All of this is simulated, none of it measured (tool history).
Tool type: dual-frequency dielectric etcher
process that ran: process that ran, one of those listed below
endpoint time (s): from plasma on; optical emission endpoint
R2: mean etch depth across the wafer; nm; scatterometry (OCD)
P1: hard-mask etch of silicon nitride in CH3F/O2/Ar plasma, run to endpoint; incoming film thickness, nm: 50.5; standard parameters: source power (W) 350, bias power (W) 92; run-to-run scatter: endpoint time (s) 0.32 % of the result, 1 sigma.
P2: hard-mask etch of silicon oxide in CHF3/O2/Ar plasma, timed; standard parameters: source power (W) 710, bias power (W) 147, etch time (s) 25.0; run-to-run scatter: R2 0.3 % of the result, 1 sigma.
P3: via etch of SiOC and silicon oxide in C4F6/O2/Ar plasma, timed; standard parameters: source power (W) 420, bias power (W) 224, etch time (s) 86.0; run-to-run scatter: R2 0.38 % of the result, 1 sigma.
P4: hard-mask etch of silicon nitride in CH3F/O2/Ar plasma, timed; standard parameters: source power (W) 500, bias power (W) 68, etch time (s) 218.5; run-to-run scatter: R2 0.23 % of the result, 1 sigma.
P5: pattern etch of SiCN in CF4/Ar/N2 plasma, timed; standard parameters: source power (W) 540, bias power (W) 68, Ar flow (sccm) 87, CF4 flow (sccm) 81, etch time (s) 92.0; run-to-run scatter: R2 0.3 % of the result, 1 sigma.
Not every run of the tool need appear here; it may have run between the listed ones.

Run 1, hour 7.2: process that ran P1, source power (W) 350, bias power (W) 92. Result: endpoint time (s) 70.791.
Run 2, hour 14.8: process that ran P2, source power (W) 710, bias power (W) 147, etch time (s) 25.0. Result: R2 50.363 nm.
Run 3, hour 21.8: process that ran P4, source power (W) 500, bias power (W) 68, etch time (s) 306.0. Result: R2 232.240 nm.
Run 4, hour 30.5: process that ran P3, source power (W) 420, bias power (W) 224, etch time (s) 86.0. Result: R2 106.200 nm.
Run 5, hour 44.0: process that ran P1, source power (W) 470, bias power (W) 92. Result: endpoint time (s) 63.065.
Run 6, hour 54.0: process that ran P1, source power (W) 350, bias power (W) 92. Result: endpoint time (s) 70.364.
At hour 58.3: bias power generator calibrated.
Run 7, hour 64.3: process that ran P1, source power (W) 210, bias power (W) 119. Result: endpoint time (s) 77.230.
Run 8, hour 74.5: process that ran P5, source power (W) 540, bias power (W) 68, etch time (s) 92.0, Ar flow (sccm) 87, CF4 flow (sccm) 111. Result: R2 102.050 nm.
Run 9, hour 87.4: process that ran P3, source power (W) 420, bias power (W) 224, etch time (s) 128.5. Result: R2 159.860 nm.
Run 10, hour 99.2: process that ran P5, source power (W) 540, bias power (W) 44, etch time (s) 92.0, Ar flow (sccm) 87, CF4 flow (sccm) 81. Result: R2 85.241 nm.
Run 11, hour 105.7: process that ran P3, source power (W) 520, bias power (W) 224, etch time (s) 86.0. Result: R2 115.710 nm.
Run 12, hour 117.6: process that ran P4, source power (W) 500, bias power (W) 68, etch time (s) 218.5. Result: R2 165.130 nm.
Run 13, hour 126.7: process that ran P4, source power (W) 500, bias power (W) 48, etch time (s) 218.5. Result: R2 149.060 nm.
Run 14, hour 139.1: process that ran P2, source power (W) 710, bias power (W) 147, etch time (s) 14.5. Result: R2 29.089 nm.
Run 15, hour 153.6: process that ran P1, source power (W) 470, bias power (W) 111. Result: endpoint time (s) 59.372.
Run 16, hour 167.3: process that ran P1, source power (W) 350, bias power (W) 116. Result: endpoint time (s) 64.876.
Run 17, hour 174.0: process that ran P1, source power (W) 350, bias power (W) 92. Result: endpoint time (s) 70.747.
Run 18, hour 182.2: process that ran P5, source power (W) 540, bias power (W) 68, etch time (s) 92.0, Ar flow (sccm) 87, CF4 flow (sccm) 81. Result: R2 97.325 nm.
Run 19, hour 192.2: process that ran P5, source power (W) 540, bias power (W) 68, etch time (s) 63.5, Ar flow (sccm) 87, CF4 flow (sccm) 81. Result: R2 67.110 nm.
Run 20, hour 205.0: process that ran P1, source power (W) 250, bias power (W) 92. Result: endpoint time (s) 80.347.
Run 21, hour 214.5: process that ran P4, source power (W) 350, bias power (W) 68, etch time (s) 218.5. Result: R2 145.000 nm.
Run 22, hour 226.3: process that ran P1, source power (W) 350, bias power (W) 92. Result: endpoint time (s) 70.434.
Run 23, hour 240.8: process that ran P5, source power (W) 540, bias power (W) 68, etch time (s) 92.0, Ar flow (sccm) 59, CF4 flow (sccm) 81. Result: R2 102.390 nm.
Run 24, hour 249.0: process that ran P3, source power (W) 420, bias power (W) 283, etch time (s) 86.0. Result: R2 114.900 nm.
Run 25, hour 262.3: process that ran P2, source power (W) 710, bias power (W) 101, etch time (s) 25.0. Result: R2 44.595 nm.
Run 26, hour 271.1: process that ran P5, source power (W) 360, bias power (W) 68, etch time (s) 92.0, Ar flow (sccm) 87, CF4 flow (sccm) 81. Result: R2 68.306 nm.
Run 27, hour 282.7: process that ran P2, source power (W) 930, bias power (W) 147, etch time (s) 25.0. Result: R2 55.810 nm.
Run 28, hour 295.8: process that ran P1, source power (W) 350, bias power (W) 92. Result: endpoint time (s) 70.656.
Run 29, hour 302.4: process that ran P1, source power (W) 350, bias power (W) 56. Result: endpoint time (s) 83.943.
Run 30, hour 316.0: process that ran P1, source power (W) 350, bias power (W) 92. Result: endpoint time (s) 70.534.
Run 31, hour 326.5: process that ran P1, source power (W) 350, bias power (W) 92. Result: endpoint time (s) 70.000.
Run 32, hour 334.5: process that ran P1, source power (W) 350, bias power (W) 92. Result: endpoint time (s) 70.011.
Run 33, hour 347.3: process that ran P1, source power (W) 350, bias power (W) 92. Result: endpoint time (s) 69.887.
At hour 359.5: wet clean of the chamber.
Run 34, hour 359.8: process that ran P1, source power (W) 350, bias power (W) 92. Result: endpoint time (s) 69.764.
Run 35, hour 372.6: process that ran P1, source power (W) 350, bias power (W) 92. Result: endpoint time (s) 69.717.
Run 36, hour 382.4: process that ran P1, source power (W) 350, bias power (W) 92. Result: endpoint time (s) 69.447.
Run 37, hour 393.0: process that ran P1, source power (W) 350, bias power (W) 92. Result: endpoint time (s) 69.718.
Run 38, hour 406.0: process that ran P1, source power (W) 350, bias power (W) 92. Result: endpoint time (s) 69.557.

Something has made what P1 gives creep away from where it was; the 2 causes below, each at its own stated size, fit the log equally well:
A: source power that arrives over what is set, % = 4.4
B: bias power that arrives over what is set, % = 4.49
The process output started creeping at around hour 316.0.
Each remaining cause and why it is not a fit:
chamber walls in a state that raises the etch rate, %: was serviced at hour 359.5, once the creep was under way, yet the earlier output never came back

Which of the 4 check runs listed below separates the causes, so that each cause would produce a clearly different result? Each run uses one wafer, and its results are marked with question marks.
Run check 1, hour 419.0: process that ran P4, source power (W) 500, bias power (W) 52, etch time (s) 218.5. Result: R2 ?.
Run check 2, hour 419.0: process that ran P3, source power (W) 420, bias power (W) 224, etch time (s) 127.0. Result: R2 ?.
Run check 3, hour 419.0: process that ran P5, source power (W) 540, bias power (W) 68, etch time (s) 92.0, Ar flow (sccm) 65, CF4 flow (sccm) 105. Result: R2 ?.
Run check 4, hour 419.0: process that ran P2, source power (W) 710, bias power (W) 147, etch time (s) 17.5. Result: R2 ?.

What every check run would give for each of its results, assuming each possible cause in turn:
  check  result     if A     if B
check 1      R2  154.830  154.350
check 2      R2  159.430  159.160
check 3      R2  108.660  105.960
check 4      R2   35.763   35.666
Separation of the two closest causes in each check, using whichever result separates them best: check 1 0.31 %; check 2 0.17 %; check 3 2.52 %; check 4 0.27 %
Check 3 tells the causes apart: in the others they would give nearly the same result.

With check 3 done, the readings were: R2 108.370 nm. Identify which of the listed causes applies.

It was cause A: source power that arrives over what is set, %.

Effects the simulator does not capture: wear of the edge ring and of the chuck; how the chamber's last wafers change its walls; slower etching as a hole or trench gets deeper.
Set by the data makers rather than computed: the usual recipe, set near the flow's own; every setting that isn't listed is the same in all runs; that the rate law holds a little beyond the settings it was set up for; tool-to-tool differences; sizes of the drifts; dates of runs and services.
